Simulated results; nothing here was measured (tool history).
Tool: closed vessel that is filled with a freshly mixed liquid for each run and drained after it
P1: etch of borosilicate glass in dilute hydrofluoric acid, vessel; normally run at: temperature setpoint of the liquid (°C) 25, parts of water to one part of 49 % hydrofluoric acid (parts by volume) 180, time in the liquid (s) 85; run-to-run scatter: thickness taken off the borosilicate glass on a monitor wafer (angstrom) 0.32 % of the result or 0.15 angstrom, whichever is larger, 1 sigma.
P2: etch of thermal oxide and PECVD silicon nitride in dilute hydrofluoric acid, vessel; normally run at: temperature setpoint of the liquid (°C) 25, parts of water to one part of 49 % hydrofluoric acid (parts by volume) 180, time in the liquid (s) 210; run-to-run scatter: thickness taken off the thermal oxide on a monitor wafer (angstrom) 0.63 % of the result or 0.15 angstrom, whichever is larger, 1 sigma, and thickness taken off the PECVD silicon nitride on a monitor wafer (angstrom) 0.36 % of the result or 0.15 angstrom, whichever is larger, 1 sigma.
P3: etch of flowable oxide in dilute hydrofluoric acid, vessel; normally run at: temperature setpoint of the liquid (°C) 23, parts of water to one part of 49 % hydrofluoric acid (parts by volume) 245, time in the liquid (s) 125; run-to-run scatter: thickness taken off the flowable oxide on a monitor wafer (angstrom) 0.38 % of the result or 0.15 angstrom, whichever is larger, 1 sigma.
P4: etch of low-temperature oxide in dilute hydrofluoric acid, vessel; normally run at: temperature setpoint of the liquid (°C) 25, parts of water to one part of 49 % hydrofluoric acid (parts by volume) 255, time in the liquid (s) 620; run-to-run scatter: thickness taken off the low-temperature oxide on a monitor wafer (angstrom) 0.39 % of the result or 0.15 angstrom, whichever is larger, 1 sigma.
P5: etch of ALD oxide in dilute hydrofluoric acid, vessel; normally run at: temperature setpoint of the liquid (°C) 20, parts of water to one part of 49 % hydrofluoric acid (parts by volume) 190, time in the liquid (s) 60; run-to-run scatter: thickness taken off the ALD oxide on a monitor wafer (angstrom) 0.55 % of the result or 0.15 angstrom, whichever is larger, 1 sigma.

run   hour  process that ran  temperature setpoint of the liquid (°C)  parts of water to one part of 49 % hydrofluoric acid (parts by volume)  time in the liquid (s)  hours since the thermometer was replaced  hours since the hydrofluoric acid flow meter was replaced  thickness taken off the borosilicate glass on a monitor wafer (angstrom)  thickness taken off the low-temperature oxide on a monitor wafer (angstrom)  thickness taken off the thermal oxide on a monitor wafer (angstrom)  thickness taken off the PECVD silicon nitride on a monitor wafer (angstrom)  thickness taken off the ALD oxide on a monitor wafer (angstrom)  thickness taken off the flowable oxide on a monitor wafer (angstrom)
  1    4.7                P1                                       25                                                                     180                      85                                    1189.6                                                       1262                                                                    148.84
  2   12.8                P4                                       25                                                                     255                     620                                    1197.7                                                     1270.1                                                                                                                                                 228.81
  3   20.3                P2                                       25                                                                     180                     210                                    1205.2                                                     1277.6                                                                                                                                                                                                                      50.772                                                                       69.404
  4     27                P1                                       25                                                                     180                      85                                    1211.9                                                     1284.3                                                                     148.6
  5   32.2                P1                                       19                                                                     180                      85                                    1217.1                                                     1289.5                                                                    118.54
  6   38.3                P1                                       25                                                                     180                     165                                    1223.2                                                     1295.6                                                                    289.38
  7   46.2                P1                                       19                                                                     180                     120                                    1231.1                                                     1303.5                                                                    167.35
  8   50.3                P5                                       17                                                                     190                      60                                    1235.2                                                     1307.6                                                                                                                                                                                                                                                                                                                                                                    71.187
  9   54.1                P1                                       25                                                                     180                      85                                      1239                                                     1311.4                                                                    147.86
 10   61.4                P5                                       20                                                                     190                      30                                    1246.3                                                     1318.7                                                                                                                                                                                                                                                                                                                                                                    39.849
 11     67                P4                                       25                                                                     255                     620                                    1251.9                                                     1324.3                                                                                                                                                 228.81
 12     72                P3                                       23                                                                     245                      30                                    1256.9                                                     1329.3                                                                                                                                                                                                                                                                                                                                                                                                                                          47.885
      75.7  -- thermometer replaced
 13   79.3                P3                                       17                                                                     245                     125                                       3.7                                                     1336.6                                                                                                                                                                                                                                                                                                                                                                                                                                          158.66
 14   84.5                P1                                       25                                                                      95                      85                                       8.9                                                     1341.8                                                                    310.66
 15     89                P2                                     32.5                                                                     180                     210                                      13.4                                                     1346.3                                                                                                                                                                                                                      65.781                                                                       110.16
 16   96.1                P1                                       25                                                                     180                      40                                      20.5                                                     1353.4                                                                    69.799
 17   99.8                P4                                       29                                                                     255                     620                                      24.2                                                     1357.1                                                                                                                                                 261.68
 18  105.8                P3                                       23                                                                     245                     125                                      30.2                                                     1363.1                                                                                                                                                                                                                                                                                                                                                                                                                                          197.72
 19  111.7                P1                                       25                                                                     180                      85                                      36.1                                                       1369                                                                    148.28
 20  118.6                P1                                       25                                                                     180                      85                                        43                                                     1375.9                                                                    148.53
 21    127                P4                                       25                                                                     430                     620                                      51.4                                                     1384.3                                                                                                                                                 114.53
 22  133.4                P1                                       25                                                                     250                      85                                      57.8                                                     1390.7                                                                     98.74
 23    138                P5                                       20                                                                      70                      60                                      62.4                                                     1395.3                                                                                                                                                                                                                                                                                                                                                                     242.4
 24  145.8                P3                                       23                                                                      90                     125                                      70.2                                                     1403.1                                                                                                                                                                                                                                                                                                                                                                                                                                          642.91
 25  152.2                P2                                       25                                                                     265                     210                                      76.6                                                     1409.5                                                                                                                                                                                                                      31.935                                                                       47.189
 26  157.1                P1                                       30                                                                     180                      85                                      81.5                                                     1414.4                                                                     178.7
 27  165.3                P1                                       25                                                                     180                      85                                      89.7                                                     1422.6                                                                    148.36
 28  172.5                P2                                       25                                                                     180                      30                                      96.9                                                     1429.8                                                                                                                                                                                                                      7.4418                                                                       9.8758
 29  177.2                P5                                       20                                                                     190                      60                                     101.6                                                     1434.5                                                                                                                                                                                                                                                                                                                                                                    78.786
 30    181                P1                                       25                                                                     180                      85                                     105.4                                                     1438.3                                                                    149.01
 31  187.3                P4                                       25                                                                     255                     160                                     111.7                                                     1444.6                                                                                                                                                 58.618
 32  191.5                P1                                       25                                                                     180                      85                                     115.9                                                     1448.8                                                                    149.64
 33  198.5                P1                                       25                                                                     180                      85                                     122.9                                                     1455.8                                                                    155.41
 34  205.2                P1                                       25                                                                     180                      85                                     129.6                                                     1462.5                                                                    158.32
 35  212.6                P1                                       25                                                                     180                      85                                       137                                                     1469.9                                                                    160.45
 36  216.6                P1                                       25                                                                     180                      85                                       141                                                     1473.9                                                                    159.91
 37  220.4                P1                                       25                                                                     180                      85                                     144.8                                                     1477.7                                                                    161.16
 38  226.2                P1                                       25                                                                     180                      85                                     150.6                                                     1483.5                                                                    161.68
 39    231                P1                                       25                                                                     180                      85                                     155.4                                                     1488.3                                                                     161.7

What P1 gives has crept away from where it was. These 2 causes fit the log equally well, each at the size given:
A: liquid hotter than its thermometer reads (K) = 2.28
B: hydrofluoric acid flow above the setpoint (%) = 7.21
The creep began at about hour 191.5.

4 check runs are offered, one wafer each, their results left as question marks. Which one tells the causes apart?
check 1  235.8                P3                                       23                                                                     245                     125                                                                                                                                                                                                                                                                                                                                                                                                                                                                                                                                                    ?
check 2  235.8                P5                                       20                                                                     190                      60                                                                                                                                                                                                                                                                                                                                                                                                                                                                              ?
check 3  235.8                P2                                       25                                                                     180                     210                                                                                                                                                                                                                                                                                                                                ?                                                                            ?
check 4  235.8                P4                                       25                                                                     255                     620                                                                                                                                                                                                                                                           ?

What each check would give under each cause:
  check                                                                       result    if A    if B
check 1         thickness taken off the flowable oxide on a monitor wafer (angstrom)  216.12  217.11
check 2              thickness taken off the ALD oxide on a monitor wafer (angstrom)  86.258   85.82
check 3          thickness taken off the thermal oxide on a monitor wafer (angstrom)  55.475  55.471
check 3  thickness taken off the PECVD silicon nitride on a monitor wafer (angstrom)  80.003   74.35
check 4  thickness taken off the low-temperature oxide on a monitor wafer (angstrom)  246.91  248.96
How far apart the two closest causes lie, in the result that separates them most: check 1 0.46 %; check 2 0.51 %; check 3 7.33 %; check 4 0.83 %
Check 3 tells the causes apart: in the others they would give nearly the same result.

Check 3 was then run and gave: thickness taken off the thermal oxide on a monitor wafer (angstrom) 55.848; thickness taken off the PECVD silicon nitride on a monitor wafer (angstrom) 80.072. Which cause is it?

It is A: liquid hotter than its thermometer reads (K).
